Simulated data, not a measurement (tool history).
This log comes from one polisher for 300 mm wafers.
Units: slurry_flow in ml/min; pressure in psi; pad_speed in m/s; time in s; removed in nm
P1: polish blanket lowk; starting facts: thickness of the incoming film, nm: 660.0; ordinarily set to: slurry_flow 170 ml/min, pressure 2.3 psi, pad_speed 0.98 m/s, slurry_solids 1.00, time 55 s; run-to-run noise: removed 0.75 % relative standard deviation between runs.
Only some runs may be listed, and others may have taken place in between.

{"run": 1, "hour": 7.3, "slurry_flow": 170, "pressure": 2.3, "pad_speed": 0.98, "slurry_solids": 1.0, "time": 55, "removed": 27.405}
{"run": 2, "hour": 17.1, "slurry_flow": 170, "pressure": 2.3, "pad_speed": 0.62, "slurry_solids": 1.0, "time": 55, "removed": 18.889}
{"hour": 25.2, "done": "worn pad replaced by a new one"}
{"run": 3, "hour": 29.9, "slurry_flow": 170, "pressure": 3.6, "pad_speed": 0.98, "slurry_solids": 1.0, "time": 55, "removed": 42.894}
{"run": 4, "hour": 40.1, "slurry_flow": 170, "pressure": 2.3, "pad_speed": 0.98, "slurry_solids": 1.0, "time": 55, "removed": 27.053}
{"run": 5, "hour": 54.6, "slurry_flow": 170, "pressure": 3.1, "pad_speed": 0.98, "slurry_solids": 1.0, "time": 31, "removed": 20.5}
{"run": 6, "hour": 64.5, "slurry_flow": 170, "pressure": 2.3, "pad_speed": 0.98, "slurry_solids": 1.0, "time": 55, "removed": 27.146}
{"hour": 74.9, "done": "head pressure recalibrated"}
{"run": 7, "hour": 78.3, "slurry_flow": 170, "pressure": 2.3, "pad_speed": 0.98, "slurry_solids": 1.0, "time": 73, "removed": 36.164}
{"run": 8, "hour": 87.9, "slurry_flow": 100, "pressure": 2.9, "pad_speed": 0.98, "slurry_solids": 1.0, "time": 55, "removed": 30.914}
{"hour": 95.1, "done": "slurry blender recalibrated"}
{"run": 9, "hour": 99.5, "slurry_flow": 100, "pressure": 2.3, "pad_speed": 0.98, "slurry_solids": 1.0, "time": 55, "removed": 24.725}
{"run": 10, "hour": 113.5, "slurry_flow": 170, "pressure": 2.3, "pad_speed": 0.98, "slurry_solids": 0.55, "time": 55, "removed": 19.989}
{"run": 11, "hour": 126.2, "slurry_flow": 170, "pressure": 2.3, "pad_speed": 0.98, "slurry_solids": 1.0, "time": 36, "removed": 17.884}
{"run": 12, "hour": 136.8, "slurry_flow": 170, "pressure": 1.7, "pad_speed": 0.98, "slurry_solids": 1.0, "time": 55, "removed": 19.998}
{"run": 13, "hour": 147.5, "slurry_flow": 170, "pressure": 2.3, "pad_speed": 0.98, "slurry_solids": 1.0, "time": 55, "removed": 27.315}
{"run": 14, "hour": 153.7, "slurry_flow": 170, "pressure": 2.3, "pad_speed": 0.98, "slurry_solids": 1.4, "time": 55, "removed": 31.393}
{"run": 15, "hour": 166.7, "slurry_flow": 170, "pressure": 2.3, "pad_speed": 0.98, "slurry_solids": 1.0, "time": 55, "removed": 27.341}
{"run": 16, "hour": 175.1, "slurry_flow": 170, "pressure": 2.3, "pad_speed": 1.5, "slurry_solids": 1.0, "time": 55, "removed": 38.268}
{"run": 17, "hour": 185.4, "slurry_flow": 260, "pressure": 2.3, "pad_speed": 0.98, "slurry_solids": 1.0, "time": 55, "removed": 28.879}

The next listed run, before its measurement:
{"run": 18, "hour": 195.4, "slurry_flow": 170, "pressure": 2.3, "pad_speed": 0.98, "slurry_solids": 1.0, "time": 55, "removed": "?"}

{"run 18": {"removed": 26.999}}
